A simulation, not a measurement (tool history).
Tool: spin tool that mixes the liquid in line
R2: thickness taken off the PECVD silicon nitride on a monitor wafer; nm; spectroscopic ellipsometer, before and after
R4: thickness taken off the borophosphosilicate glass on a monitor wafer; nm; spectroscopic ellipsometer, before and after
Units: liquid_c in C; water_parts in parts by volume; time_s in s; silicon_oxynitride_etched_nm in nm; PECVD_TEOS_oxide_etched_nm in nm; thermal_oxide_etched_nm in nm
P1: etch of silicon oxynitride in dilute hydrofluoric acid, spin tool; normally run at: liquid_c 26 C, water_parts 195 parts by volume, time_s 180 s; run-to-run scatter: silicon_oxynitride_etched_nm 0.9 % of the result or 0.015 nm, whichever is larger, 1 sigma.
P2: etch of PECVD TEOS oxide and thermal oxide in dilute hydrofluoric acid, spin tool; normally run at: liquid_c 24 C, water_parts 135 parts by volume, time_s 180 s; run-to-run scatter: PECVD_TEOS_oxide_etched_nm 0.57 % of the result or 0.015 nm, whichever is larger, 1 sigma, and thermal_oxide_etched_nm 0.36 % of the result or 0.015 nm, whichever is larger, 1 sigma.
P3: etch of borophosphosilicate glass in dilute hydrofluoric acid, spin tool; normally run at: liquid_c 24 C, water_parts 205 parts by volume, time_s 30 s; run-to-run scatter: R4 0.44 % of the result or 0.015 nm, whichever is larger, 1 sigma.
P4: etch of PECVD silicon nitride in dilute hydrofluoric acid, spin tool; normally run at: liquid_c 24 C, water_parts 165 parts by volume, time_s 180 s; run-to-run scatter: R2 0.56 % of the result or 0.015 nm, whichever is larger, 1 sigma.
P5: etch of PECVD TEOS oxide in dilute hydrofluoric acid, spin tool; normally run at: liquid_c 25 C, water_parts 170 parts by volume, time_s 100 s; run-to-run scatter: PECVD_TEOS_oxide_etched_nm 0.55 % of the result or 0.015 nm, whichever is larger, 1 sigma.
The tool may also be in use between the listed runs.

run 1 hour=7.6 | process=P1 liquid_c=26 water_parts=195 time_s=180 | silicon_oxynitride_etched_nm=2.3781
run 2 hour=17.7 | process=P4 liquid_c=19.5 water_parts=165 time_s=180 | R2=2.8607
run 3 hour=34.5 | process=P5 liquid_c=25 water_parts=170 time_s=100 | PECVD_TEOS_oxide_etched_nm=8.965
run 4 hour=43.1 | process=P3 liquid_c=24 water_parts=205 time_s=15 | R4=3.9127
run 5 hour=51.8 | process=P2 liquid_c=24 water_parts=135 time_s=75 | PECVD_TEOS_oxide_etched_nm=4.4675 thermal_oxide_etched_nm=2.5462
run 6 hour=67.6 | process=P3 liquid_c=24 water_parts=50 time_s=30 | R4=38.889
run 7 hour=79.7 | process=P4 liquid_c=24 water_parts=165 time_s=15 | R2=0.32737
run 8 hour=90.3 | process=P1 liquid_c=26 water_parts=105 time_s=180 | silicon_oxynitride_etched_nm=4.856
run 9 hour=102.1 | process=P5 liquid_c=25 water_parts=170 time_s=170 | PECVD_TEOS_oxide_etched_nm=15.072
run 10 hour=115.3 | process=P1 liquid_c=26 water_parts=195 time_s=315 | silicon_oxynitride_etched_nm=4.1993
run 11 hour=131.4 | process=P5 liquid_c=25 water_parts=170 time_s=100 | PECVD_TEOS_oxide_etched_nm=8.9319
run 12 hour=147.2 | process=P1 liquid_c=26 water_parts=195 time_s=40 | silicon_oxynitride_etched_nm=0.55028
run 13 hour=154.9 | process=P1 liquid_c=21.5 water_parts=195 time_s=20 | silicon_oxynitride_etched_nm=0.207
run 14 hour=163 | process=P1 liquid_c=21 water_parts=195 time_s=180 | silicon_oxynitride_etched_nm=1.9083
run 15 hour=171.3 | process=P1 liquid_c=26 water_parts=195 time_s=180 | silicon_oxynitride_etched_nm=2.3941
run 16 hour=183.6 | process=P2 liquid_c=24 water_parts=135 time_s=180 | PECVD_TEOS_oxide_etched_nm=10.771 thermal_oxide_etched_nm=6.2052
run 17 hour=194.8 | process=P1 liquid_c=30 water_parts=195 time_s=180 | silicon_oxynitride_etched_nm=2.8448
run 18 hour=205.6 | process=P2 liquid_c=24 water_parts=135 time_s=180 | PECVD_TEOS_oxide_etched_nm=10.812 thermal_oxide_etched_nm=6.1861
run 19 hour=221.1 | process=P3 liquid_c=24 water_parts=205 time_s=30 | R4=7.8462
run 20 hour=228.8 | process=P3 liquid_c=19.5 water_parts=205 time_s=30 | R4=6.6936
run 21 hour=236.5 | process=P2 liquid_c=24 water_parts=65 time_s=180 | PECVD_TEOS_oxide_etched_nm=24.699 thermal_oxide_etched_nm=13.958
run 22 hour=247.2 | process=P5 liquid_c=17.5 water_parts=170 time_s=100 | PECVD_TEOS_oxide_etched_nm=6.7178
run 23 hour=262.5 | process=P4 liquid_c=24 water_parts=30 time_s=180 | R2=20.332
run 24 hour=271.2 | process=P2 liquid_c=29.5 water_parts=135 time_s=180 | PECVD_TEOS_oxide_etched_nm=13.343 thermal_oxide_etched_nm=7.6472
run 25 hour=281.8 | process=P1 liquid_c=26 water_parts=195 time_s=180 | silicon_oxynitride_etched_nm=2.4402
run 26 hour=291.6 | process=P1 liquid_c=33.5 water_parts=195 time_s=310 | silicon_oxynitride_etched_nm=5.7003
-- hour=302.7 hydrofluoric acid flow meter replaced
run 27 hour=305.4 | process=P1 liquid_c=26 water_parts=195 time_s=180 | silicon_oxynitride_etched_nm=2.4559
run 28 hour=319.4 | process=P1 liquid_c=26 water_parts=65 time_s=50 | silicon_oxynitride_etched_nm=2.247
run 29 hour=329.5 | process=P1 liquid_c=26 water_parts=315 time_s=180 | silicon_oxynitride_etched_nm=1.3316
run 30 hour=339.7 | process=P5 liquid_c=25 water_parts=45 time_s=100 | PECVD_TEOS_oxide_etched_nm=39.468
run 31 hour=355.3 | process=P1 liquid_c=26 water_parts=195 time_s=180 | silicon_oxynitride_etched_nm=2.4096
run 32 hour=369.2 | process=P4 liquid_c=24 water_parts=165 time_s=180 | R2=3.8055
run 33 hour=385.8 | process=P1 liquid_c=26 water_parts=195 time_s=180 | silicon_oxynitride_etched_nm=2.3991
run 34 hour=400.3 | process=P1 liquid_c=26 water_parts=195 time_s=180 | silicon_oxynitride_etched_nm=2.3628
run 35 hour=407.9 | process=P1 liquid_c=26 water_parts=195 time_s=180 | silicon_oxynitride_etched_nm=2.3082
run 36 hour=424.2 | process=P1 liquid_c=26 water_parts=195 time_s=180 | silicon_oxynitride_etched_nm=2.2479
run 37 hour=438.1 | process=P1 liquid_c=26 water_parts=195 time_s=180 | silicon_oxynitride_etched_nm=2.2293
run 38 hour=452.8 | process=P1 liquid_c=26 water_parts=195 time_s=180 | silicon_oxynitride_etched_nm=2.2268
run 39 hour=468.6 | process=P1 liquid_c=26 water_parts=195 time_s=180 | silicon_oxynitride_etched_nm=2.1728
run 40 hour=484.7 | process=P1 liquid_c=26 water_parts=195 time_s=180 | silicon_oxynitride_etched_nm=2.1968
run 41 hour=494.5 | process=P1 liquid_c=26 water_parts=195 time_s=180 | silicon_oxynitride_etched_nm=2.1836
run 42 hour=502.1 | process=P1 liquid_c=26 water_parts=195 time_s=180 | silicon_oxynitride_etched_nm=2.1898
run 43 hour=509.7 | process=P1 liquid_c=26 water_parts=195 time_s=180 | silicon_oxynitride_etched_nm=2.1893

What P1 gives has crept away from where it was. These 2 causes fit the log equally well, each at the size given:
A: hydrofluoric acid flow below the setpoint (%) = 7.51
B: liquid colder than its thermometer reads (K) = 2.05
The creep began at about hour 385.8.

4 check runs are offered, one wafer each, their results left as question marks. Which one tells the causes apart?
run check 1 hour=517.3 | process=P3 liquid_c=24 water_parts=85 time_s=15 | R4=?
run check 2 hour=517.3 | process=P5 liquid_c=18 water_parts=75 time_s=100 | PECVD_TEOS_oxide_etched_nm=?
run check 3 hour=517.3 | process=P2 liquid_c=29 water_parts=80 time_s=180 | PECVD_TEOS_oxide_etched_nm=? thermal_oxide_etched_nm=?
run check 4 hour=517.3 | process=P4 liquid_c=24 water_parts=40 time_s=80 | R2=?

What each check would give under each cause:
check=check_1 result=R4 if_A=9.9811 if_B=10.019
check=check_2 result=PECVD_TEOS_oxide_etched_nm if_A=15.653 if_B=15.606
check=check_3 result=PECVD_TEOS_oxide_etched_nm if_A=21.833 if_B=22.002
check=check_3 result=thermal_oxide_etched_nm if_A=12.414 if_B=12.51
check=check_4 result=R2 if_A=6.3319 if_B=5.9405
How far apart the two closest causes lie, in the result that separates them most: check 1 0.38 %; check 2 0.3 %; check 3 0.77 %; check 4 6.38 %
Only check 4 tells the causes apart: in the others they would give nearly the same result.

Then check 4 was run and gave: R2 5.9499 nm. Which cause is it?

It is B: liquid colder than its thermometer reads (K).
